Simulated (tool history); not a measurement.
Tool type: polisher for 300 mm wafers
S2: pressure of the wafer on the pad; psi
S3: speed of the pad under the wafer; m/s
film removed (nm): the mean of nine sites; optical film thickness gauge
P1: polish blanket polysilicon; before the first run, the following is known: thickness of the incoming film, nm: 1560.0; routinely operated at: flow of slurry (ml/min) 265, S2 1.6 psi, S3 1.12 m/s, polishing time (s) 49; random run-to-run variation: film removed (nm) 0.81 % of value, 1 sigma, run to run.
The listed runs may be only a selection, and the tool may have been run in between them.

run 1 hour=6.5 | flow_of_slurry_(ml/min)=265 S2=1.6 S3=1.12 polishing_time_(s)=49 | film_removed_(nm)=261.16
run 2 hour=17.7 | flow_of_slurry_(ml/min)=265 S2=1.6 S3=1.12 polishing_time_(s)=49 | film_removed_(nm)=259.41
run 3 hour=25.1 | flow_of_slurry_(ml/min)=265 S2=1.6 S3=1.12 polishing_time_(s)=49 | film_removed_(nm)=263.23
run 4 hour=31.8 | flow_of_slurry_(ml/min)=265 S2=1.6 S3=1.12 polishing_time_(s)=22 | film_removed_(nm)=118.09
run 5 hour=40.5 | flow_of_slurry_(ml/min)=265 S2=1.6 S3=1.12 polishing_time_(s)=49 | film_removed_(nm)=256.68
run 6 hour=49.8 | flow_of_slurry_(ml/min)=405 S2=1.6 S3=0.86 polishing_time_(s)=49 | film_removed_(nm)=210.11
run 7 hour=57.2 | flow_of_slurry_(ml/min)=265 S2=1.6 S3=1.12 polishing_time_(s)=62 | film_removed_(nm)=332.12
-- hour=61.6 slurry nozzle cleaned
run 8 hour=63.4 | flow_of_slurry_(ml/min)=410 S2=2.2 S3=1.12 polishing_time_(s)=49 | film_removed_(nm)=371.39
run 9 hour=69.7 | flow_of_slurry_(ml/min)=265 S2=1.6 S3=0.58 polishing_time_(s)=49 | film_removed_(nm)=134.7
run 10 hour=78 | flow_of_slurry_(ml/min)=160 S2=1.6 S3=1.12 polishing_time_(s)=49 | film_removed_(nm)=241.92
run 11 hour=88.5 | flow_of_slurry_(ml/min)=265 S2=1.6 S3=1.12 polishing_time_(s)=49 | film_removed_(nm)=259.79
run 12 hour=95.7 | flow_of_slurry_(ml/min)=265 S2=2.4 S3=1.12 polishing_time_(s)=49 | film_removed_(nm)=398.56
run 13 hour=104.4 | flow_of_slurry_(ml/min)=375 S2=1.6 S3=1.12 polishing_time_(s)=49 | film_removed_(nm)=266.79
run 14 hour=111.1 | flow_of_slurry_(ml/min)=265 S2=0.8 S3=1.12 polishing_time_(s)=49 | film_removed_(nm)=130.69
run 15 hour=120.2 | flow_of_slurry_(ml/min)=265 S2=1.6 S3=1.78 polishing_time_(s)=49 | film_removed_(nm)=412.25
run 16 hour=130.5 | flow_of_slurry_(ml/min)=265 S2=1.6 S3=1.12 polishing_time_(s)=49 | film_removed_(nm)=264.39
run 17 hour=136.5 | flow_of_slurry_(ml/min)=265 S2=1.6 S3=1.12 polishing_time_(s)=49 | film_removed_(nm)=260.6
run 18 hour=144.2 | flow_of_slurry_(ml/min)=265 S2=1.6 S3=1.12 polishing_time_(s)=49 | film_removed_(nm)=254.16
run 19 hour=149.8 | flow_of_slurry_(ml/min)=265 S2=1.6 S3=1.12 polishing_time_(s)=49 | film_removed_(nm)=250.53
run 20 hour=158.8 | flow_of_slurry_(ml/min)=265 S2=1.6 S3=1.12 polishing_time_(s)=49 | film_removed_(nm)=249.52
run 21 hour=169.8 | flow_of_slurry_(ml/min)=265 S2=1.6 S3=1.12 polishing_time_(s)=49 | film_removed_(nm)=246.84
-- hour=171.7 worn pad replaced by a new one
run 22 hour=180.1 | flow_of_slurry_(ml/min)=265 S2=1.6 S3=1.12 polishing_time_(s)=49 | film_removed_(nm)=249.39
run 23 hour=185.9 | flow_of_slurry_(ml/min)=265 S2=1.6 S3=1.12 polishing_time_(s)=49 | film_removed_(nm)=246.47

The log shows P1 creeping away from where it was. Any of the 2 causes listed here, at the size stated for it, fits the log just as well as the others:
A: slurry flow missing at the pad, % = 36.5
B: head's pressure below its setpoint, % = 5.64
At approximately hour 130.5, the process output began to creep.
The rest of the possible causes, and what rules out each one:
removal rate lost through wear of the pad, %: work on it at hour 171.7, done after the drift set in, did not restore what the process gave before

Consider the 4 check runs below, whose results appear as question marks and each of which averages 3 wafers. Which one distinguishes the causes, in that each cause would give it a clearly different result?
run check 1 hour=191.7 | flow_of_slurry_(ml/min)=265 S2=1.6 S3=0.78 polishing_time_(s)=39 | film_removed_(nm)=?
run check 2 hour=191.7 | flow_of_slurry_(ml/min)=265 S2=2.2 S3=1.12 polishing_time_(s)=60 | film_removed_(nm)=?
run check 3 hour=191.7 | flow_of_slurry_(ml/min)=160 S2=1.6 S3=1.56 polishing_time_(s)=49 | film_removed_(nm)=?
run check 4 hour=191.7 | flow_of_slurry_(ml/min)=265 S2=2.4 S3=0.64 polishing_time_(s)=49 | film_removed_(nm)=?

How each check would come out, cause by cause:
check=check_1 result=film_removed_(nm) if_A=136.77 if_B=136.76
check=check_2 result=film_removed_(nm) if_A=415.43 if_B=415.39
check=check_3 result=film_removed_(nm) if_A=310.8 if_B=321.68
check=check_4 result=film_removed_(nm) if_A=211.49 if_B=211.47
Distance between the nearest two causes, measured in the result of the check that separates them most: check 1 0.01 %; check 2 0.01 %; check 3 3.44 %; check 4 0.01 %
Only check 3 tells the causes apart: in the others they would give nearly the same result.

Check 3 was then run and gave: film removed (nm) 310.71. Which cause is it?

The cause is A: slurry flow missing at the pad, %.
